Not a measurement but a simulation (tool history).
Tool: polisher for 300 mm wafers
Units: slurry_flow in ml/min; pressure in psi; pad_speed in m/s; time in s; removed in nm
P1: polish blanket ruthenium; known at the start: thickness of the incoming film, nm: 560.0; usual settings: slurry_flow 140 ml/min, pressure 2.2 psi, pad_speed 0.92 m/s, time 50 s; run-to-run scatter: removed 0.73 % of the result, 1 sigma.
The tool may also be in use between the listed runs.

run,hour,slurry_flow,pressure,pad_speed,time,wafers polished on this pad,hours since the slurry nozzle was cleaned,hours since the head pressure was calibrated,removed
1,6.7,140,2.2,0.92,50,634,454.9,294.3,59.289
2,16.2,85,2.2,0.92,50,766,464.4,303.8,53.681
# hour 28.6: slurry nozzle cleaned
3,28.6,140,2.2,0.48,50,937,0.0,316.2,31.419
4,42.3,140,2.2,0.92,50,1127,13.7,329.9,59.564
5,53.8,140,2.2,0.92,78,1286,25.2,341.4,95.043
6,66.5,140,2.2,1.44,50,1462,37.9,354.1,93.785
7,81.1,140,2.9,0.92,50,1664,52.5,368.7,79.651
8,96.3,215,2.2,0.92,50,1874,67.7,383.9,64.265
9,108.2,140,2.2,0.92,50,2039,79.6,395.8,60.107
10,119.0,140,2.2,0.92,50,2189,90.4,406.6,60.225
11,127.3,140,2.2,0.92,25,2304,98.7,414.9,30.163
12,136.9,140,1.1,0.92,50,2437,108.3,424.5,30.040
13,145.7,200,2.2,0.92,34,2558,117.1,433.3,43.153
14,152.8,140,2.2,0.92,50,2657,124.2,440.4,60.612
15,167.9,140,2.2,0.92,50,2866,139.3,455.5,61.098
16,178.8,140,2.2,0.92,50,3017,150.2,466.4,60.215
17,190.4,140,2.2,0.92,50,3177,161.8,478.0,58.330
18,199.2,140,2.2,0.92,50,3299,170.6,486.8,57.521
19,210.2,140,2.2,0.92,50,3451,181.6,497.8,56.531

Run 20 comes next. What will it give?
20,223.1,140,2.2,0.92,50,3630,194.5,510.7,?

Run 20 gave removed 56.058 nm.
